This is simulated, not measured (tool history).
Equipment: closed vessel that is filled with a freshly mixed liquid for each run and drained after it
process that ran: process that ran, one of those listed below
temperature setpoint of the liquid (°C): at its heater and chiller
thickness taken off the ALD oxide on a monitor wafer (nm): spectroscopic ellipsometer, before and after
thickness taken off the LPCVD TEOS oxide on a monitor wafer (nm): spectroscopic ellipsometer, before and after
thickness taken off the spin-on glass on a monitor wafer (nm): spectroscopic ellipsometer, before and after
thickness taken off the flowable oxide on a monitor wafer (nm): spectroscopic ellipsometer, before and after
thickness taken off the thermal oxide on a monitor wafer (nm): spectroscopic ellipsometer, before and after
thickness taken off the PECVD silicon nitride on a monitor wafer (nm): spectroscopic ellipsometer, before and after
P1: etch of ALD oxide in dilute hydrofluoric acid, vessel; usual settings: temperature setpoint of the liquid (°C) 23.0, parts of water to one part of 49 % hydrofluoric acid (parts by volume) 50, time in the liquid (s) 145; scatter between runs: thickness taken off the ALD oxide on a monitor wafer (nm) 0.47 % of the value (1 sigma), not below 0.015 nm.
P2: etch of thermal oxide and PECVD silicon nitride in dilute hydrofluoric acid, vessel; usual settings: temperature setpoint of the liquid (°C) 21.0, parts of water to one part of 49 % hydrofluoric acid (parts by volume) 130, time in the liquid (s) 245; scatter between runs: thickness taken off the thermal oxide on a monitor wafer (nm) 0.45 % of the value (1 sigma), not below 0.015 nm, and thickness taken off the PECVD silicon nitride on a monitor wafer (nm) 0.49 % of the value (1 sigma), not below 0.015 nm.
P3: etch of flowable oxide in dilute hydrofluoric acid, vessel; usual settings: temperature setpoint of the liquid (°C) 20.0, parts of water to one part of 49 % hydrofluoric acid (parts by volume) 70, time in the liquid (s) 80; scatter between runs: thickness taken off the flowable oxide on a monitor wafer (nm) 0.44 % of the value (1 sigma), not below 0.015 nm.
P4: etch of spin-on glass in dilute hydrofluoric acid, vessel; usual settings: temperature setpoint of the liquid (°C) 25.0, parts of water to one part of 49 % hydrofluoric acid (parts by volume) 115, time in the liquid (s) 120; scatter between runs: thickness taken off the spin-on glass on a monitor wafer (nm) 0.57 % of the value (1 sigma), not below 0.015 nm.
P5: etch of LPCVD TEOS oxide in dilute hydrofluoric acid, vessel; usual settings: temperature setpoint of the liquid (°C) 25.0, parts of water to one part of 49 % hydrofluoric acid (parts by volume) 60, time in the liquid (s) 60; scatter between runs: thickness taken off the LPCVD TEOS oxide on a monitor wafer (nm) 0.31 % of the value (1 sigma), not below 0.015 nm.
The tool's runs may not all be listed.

run	hour	process that ran	temperature setpoint of the liquid (°C)	parts of water to one part of 49 % hydrofluoric acid (parts by volume)	time in the liquid (s)	hours since the thermometer was replaced	hours since the hydrofluoric acid flow meter was replaced	thickness taken off the ALD oxide on a monitor wafer (nm)	thickness taken off the LPCVD TEOS oxide on a monitor wafer (nm)	thickness taken off the spin-on glass on a monitor wafer (nm)	thickness taken off the flowable oxide on a monitor wafer (nm)	thickness taken off the thermal oxide on a monitor wafer (nm)	thickness taken off the PECVD silicon nitride on a monitor wafer (nm)
1	6.3	P1	23.0	50	145	605.4	759.3	43.582					
2	13.2	P5	25.0	60	60	612.3	766.2		48.362				
3	17.0	P4	25.0	115	120	616.1	770.0			59.359			
4	21.7	P1	23.0	50	145	620.8	774.7	43.630					
5	27.6	P1	19.0	25	145	626.7	780.6	76.579					
6	32.5	P1	30.0	50	145	631.6	785.5	57.524					
7	38.8	P4	25.0	115	120	637.9	791.8			59.442			
8	43.5	P3	20.0	70	160	642.6	796.5				48.578		
9	50.2	P4	25.0	180	120	649.3	803.2			35.270			
10	53.2	P3	20.0	70	80	652.3	806.2				24.198		
11	59.7	P1	17.0	50	145	658.8	812.7	33.886					
12	64.6	P2	21.0	130	100	663.7	817.6					3.2157	2.0775
13	70.3	P2	28.5	130	245	669.4	823.3					10.4820	8.2585
14	76.5	P1	27.0	70	145	675.6	829.5	35.824					
15	82.6	P1	23.0	50	145	681.7	835.6	43.322					
16	86.9	P5	19.0	60	60	686.0	839.9		37.424				
17	93.9	P5	25.0	60	30	693.0	846.9		24.013				
18	98.3	P2	21.0	205	245	697.4	851.3					4.6359	3.2535
19	103.1	P2	21.0	130	245	702.2	856.1					7.9209	5.0707
20	107.5	P2	21.0	130	245	706.6	860.5					7.8805	5.0547
21	113.0	P1	23.0	50	145	712.1	866.0	43.408					
22	116.8	P1	23.0	50	245	715.9	869.8	74.130					
23	121.9	P4	18.0	115	120	721.0	874.9			45.174			
24	128.1	P1	23.0	70	145	727.2	881.1	30.131					
25	133.0	P1	23.0	50	70	732.1	886.0	21.106					
26	138.2	P1	23.0	30	145	737.3	891.2	74.447					
27	143.8	P3	20.0	115	80	742.9	896.8				13.974		
28	150.2	P1	23.0	50	145	749.3	903.2	43.210					
29	154.4	P5	25.0	110	60	753.5	907.4		24.551				
30	160.1	P3	20.0	70	80	759.2	913.1				24.256		
31	163.8	P3	17.0	70	80	762.9	916.8				21.380		
32	167.9	P4	25.0	115	195	767.0	920.9			98.543			
33	172.2	P1	23.0	50	145	771.3	925.2	43.160					
34	176.3	P1	23.0	50	145	775.4	929.3	45.026					
35	180.9	P1	23.0	50	145	780.0	933.9	45.479					
36	186.0	P1	23.0	50	145	785.1	939.0	45.708					
37	190.1	P1	23.0	50	145	789.2	943.1	46.000					
38	194.7	P1	23.0	50	145	793.8	947.7	46.116					
39	197.9	P1	23.0	50	145	797.0	950.9	46.352					
40	201.9	P1	23.0	50	145	801.0	954.9	46.525					
41	207.8	P1	23.0	50	145	806.9	960.8	46.647					

The log shows P1 creeping away from where it was. Any of the 2 causes listed here, at the size stated for it, fits the log just as well as the others:
A: hydrofluoric acid flow above the setpoint (%) = 6.06
B: liquid hotter than its thermometer reads (K) = 1.52
The drift started at roughly hour 172.2.

The check runs listed below each take one wafer, and their results are still question marks. Under which run would the listed causes lead to clearly different results?
check 1	213.7	P3	20.0	70	80						?		
check 2	213.7	P2	21.0	130	245							?	?
check 3	213.7	P4	25.0	115	120					?			
check 4	213.7	P5	25.0	60	60				?				

Check results expected under each cause:
check	result	if A	if B
check 1	thickness taken off the flowable oxide on a monitor wafer (nm)	25.780	25.774
check 2	thickness taken off the thermal oxide on a monitor wafer (nm)	8.4569	8.3996
check 2	thickness taken off the PECVD silicon nitride on a monitor wafer (nm)	5.3897	5.6276
check 3	thickness taken off the spin-on glass on a monitor wafer (nm)	63.869	63.337
check 4	thickness taken off the LPCVD TEOS oxide on a monitor wafer (nm)	51.318	51.200
Minimum pairwise separation of causes per check, each pair taken at its best-separating result: check 1 0.03 %; check 2 4.32 %; check 3 0.84 %; check 4 0.23 %
The causes can be told apart only by check 2. The other checks would give nearly the same results under each of them.

Then check 2 was run and gave: thickness taken off the thermal oxide on a monitor wafer (nm) 8.4527; thickness taken off the PECVD silicon nitride on a monitor wafer (nm) 5.4007. Which cause is it?

The cause is A: hydrofluoric acid flow above the setpoint (%).
